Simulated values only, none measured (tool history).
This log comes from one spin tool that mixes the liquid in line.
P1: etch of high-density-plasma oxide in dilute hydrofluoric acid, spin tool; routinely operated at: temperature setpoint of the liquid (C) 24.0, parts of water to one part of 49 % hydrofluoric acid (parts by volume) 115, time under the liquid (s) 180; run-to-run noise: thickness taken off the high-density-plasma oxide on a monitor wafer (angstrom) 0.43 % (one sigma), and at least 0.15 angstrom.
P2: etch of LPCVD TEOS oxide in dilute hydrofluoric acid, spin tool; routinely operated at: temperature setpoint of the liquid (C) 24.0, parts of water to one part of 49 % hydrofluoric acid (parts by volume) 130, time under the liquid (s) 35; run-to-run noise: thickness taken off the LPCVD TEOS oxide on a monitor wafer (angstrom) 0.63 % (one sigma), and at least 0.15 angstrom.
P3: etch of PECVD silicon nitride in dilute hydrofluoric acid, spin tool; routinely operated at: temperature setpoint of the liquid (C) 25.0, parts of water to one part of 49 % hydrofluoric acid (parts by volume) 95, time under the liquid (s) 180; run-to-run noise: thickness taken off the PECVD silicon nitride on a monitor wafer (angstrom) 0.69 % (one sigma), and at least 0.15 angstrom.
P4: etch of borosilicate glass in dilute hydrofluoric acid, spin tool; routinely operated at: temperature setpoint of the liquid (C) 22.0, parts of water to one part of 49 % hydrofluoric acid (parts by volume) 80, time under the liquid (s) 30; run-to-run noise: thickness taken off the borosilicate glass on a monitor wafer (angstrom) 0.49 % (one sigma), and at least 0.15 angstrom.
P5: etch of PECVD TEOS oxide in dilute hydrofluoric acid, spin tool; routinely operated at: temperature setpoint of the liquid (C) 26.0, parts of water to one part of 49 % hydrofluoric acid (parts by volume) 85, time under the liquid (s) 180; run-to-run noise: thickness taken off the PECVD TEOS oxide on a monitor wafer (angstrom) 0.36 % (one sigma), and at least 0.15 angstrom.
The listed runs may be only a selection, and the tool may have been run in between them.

run,hour,process that ran,temperature setpoint of the liquid (C),parts of water to one part of 49 % hydrofluoric acid (parts by volume),time under the liquid (s),hours since the thermometer was replaced,hours since the hydrofluoric acid flow meter was replaced,thickness taken off the high-density-plasma oxide on a monitor wafer (angstrom),thickness taken off the borosilicate glass on a monitor wafer (angstrom),thickness taken off the PECVD silicon nitride on a monitor wafer (angstrom),thickness taken off the LPCVD TEOS oxide on a monitor wafer (angstrom),thickness taken off the PECVD TEOS oxide on a monitor wafer (angstrom)
1,6.2,P1,24.0,115,180,233.5,221.7,79.8010,,,,
2,11.2,P4,22.0,80,45,238.5,226.7,,303.29,,,
3,15.5,P1,24.0,115,180,242.8,231.0,78.5660,,,,
4,18.6,P3,25.0,170,180,245.9,234.1,,,19.1960,,
5,23.0,P2,24.0,130,20,250.3,238.5,,,,25.446,
6,27.2,P2,24.0,230,35,254.5,242.7,,,,22.376,
7,33.6,P1,31.5,115,35,260.9,249.1,20.1470,,,,
8,38.6,P1,24.0,115,180,265.9,254.1,78.5020,,,,
9,44.5,P3,25.0,95,180,271.8,260.0,,,33.7000,,
10,51.1,P5,34.0,85,180,278.4,266.6,,,,,433.30
11,55.6,P4,22.0,80,30,282.9,271.1,,200.06,,,
# hour 57.0: thermometer replaced
12,60.0,P1,24.0,165,180,3.1,275.5,52.0220,,,,
13,65.9,P4,22.0,80,30,9.0,281.4,,198.53,,,
14,69.3,P3,29.5,95,180,12.4,284.8,,,45.0480,,
15,74.1,P1,24.0,115,180,17.2,289.6,79.2100,,,,
16,77.9,P1,24.0,115,15,21.0,293.4,6.3488,,,,
17,83.1,P5,26.0,85,305,26.2,298.6,,,,,547.12
18,89.5,P1,24.0,115,295,32.6,305.0,129.1700,,,,
19,93.3,P1,18.5,115,55,36.4,308.8,19.2930,,,,
20,98.9,P1,28.5,115,180,42.0,314.4,92.8790,,,,
21,104.3,P2,19.5,130,35,47.4,319.8,,,,36.390,
22,108.5,P3,25.0,95,180,51.6,324.0,,,33.4690,,
23,114.7,P1,24.0,115,180,57.8,330.2,78.9450,,,,
24,118.8,P2,24.0,130,35,61.9,334.3,,,,44.171,
25,124.4,P1,24.0,20,180,67.5,339.9,513.5600,,,,
26,128.0,P5,26.0,45,180,71.1,343.5,,,,,638.99
27,133.2,P1,24.0,115,180,76.3,348.7,78.4420,,,,
28,137.4,P4,22.0,30,30,80.5,352.9,,565.75,,,
29,142.4,P5,26.0,85,180,85.5,357.9,,,,,320.12
30,149.1,P2,24.0,130,35,92.2,364.6,,,,43.419,
31,155.6,P1,24.0,200,320,98.7,371.1,73.0620,,,,
32,161.0,P3,25.0,95,15,104.1,376.5,,,2.8171,,
33,164.5,P1,17.0,115,180,107.6,380.0,59.5440,,,,
34,167.8,P4,28.0,80,30,110.9,383.3,,255.24,,,
35,170.7,P1,24.0,115,180,113.8,386.2,78.6760,,,,
36,176.7,P1,24.0,115,180,119.8,392.2,76.5990,,,,
37,182.0,P1,24.0,115,180,125.1,397.5,75.9940,,,,
38,185.7,P1,24.0,115,180,128.8,401.2,74.6960,,,,
39,192.5,P1,24.0,115,180,135.6,408.0,73.7980,,,,
40,196.0,P1,24.0,115,180,139.1,411.5,73.7090,,,,
41,201.5,P1,24.0,115,180,144.6,417.0,73.3360,,,,
42,205.1,P1,24.0,115,180,148.2,420.6,73.7350,,,,
43,210.6,P1,24.0,115,180,153.7,426.1,72.8650,,,,
44,216.6,P1,24.0,115,180,159.7,432.1,73.3890,,,,

Compared with where it was, what P1 gives has crept away. Each cause listed below fits the log as well as the rest, at the size given for it:
A: hydrofluoric acid flow below the setpoint (%) = 5.8
B: liquid colder than its thermometer reads (K) = 1.73
The drift started at roughly hour 170.7.

The 4 check runs listed below each average the results of 5 wafers, and their outcomes are marked with question marks. Under which run would the listed causes produce clearly different results?
check 1,222.6,P5,32.5,85,260,,,,,,,?
check 2,222.6,P2,20.0,130,35,,,,,,?,
check 3,222.6,P3,29.0,95,60,,,,,?,,
check 4,222.6,P4,25.5,80,45,,,,?,,,

Expected result of each check under each candidate cause:
check,result,if A,if B
check 1,thickness taken off the PECVD TEOS oxide on a monitor wafer (angstrom),554.96,556.59
check 2,thickness taken off the LPCVD TEOS oxide on a monitor wafer (angstrom),35.074,35.001
check 3,thickness taken off the PECVD silicon nitride on a monitor wafer (angstrom),13.7250,13.0470
check 4,thickness taken off the borosilicate glass on a monitor wafer (angstrom),324.42,323.47
Per-check spread between the two closest causes, in the result where they differ most: check 1 0.29 %; check 2 0.21 %; check 3 5.06 %; check 4 0.29 %
Check 3 tells the causes apart: in the others they would give nearly the same result.

Then check 3 was run and gave: thickness taken off the PECVD silicon nitride on a monitor wafer (angstrom) 13.1100. Which cause is it?

It was cause B: liquid colder than its thermometer reads (K).
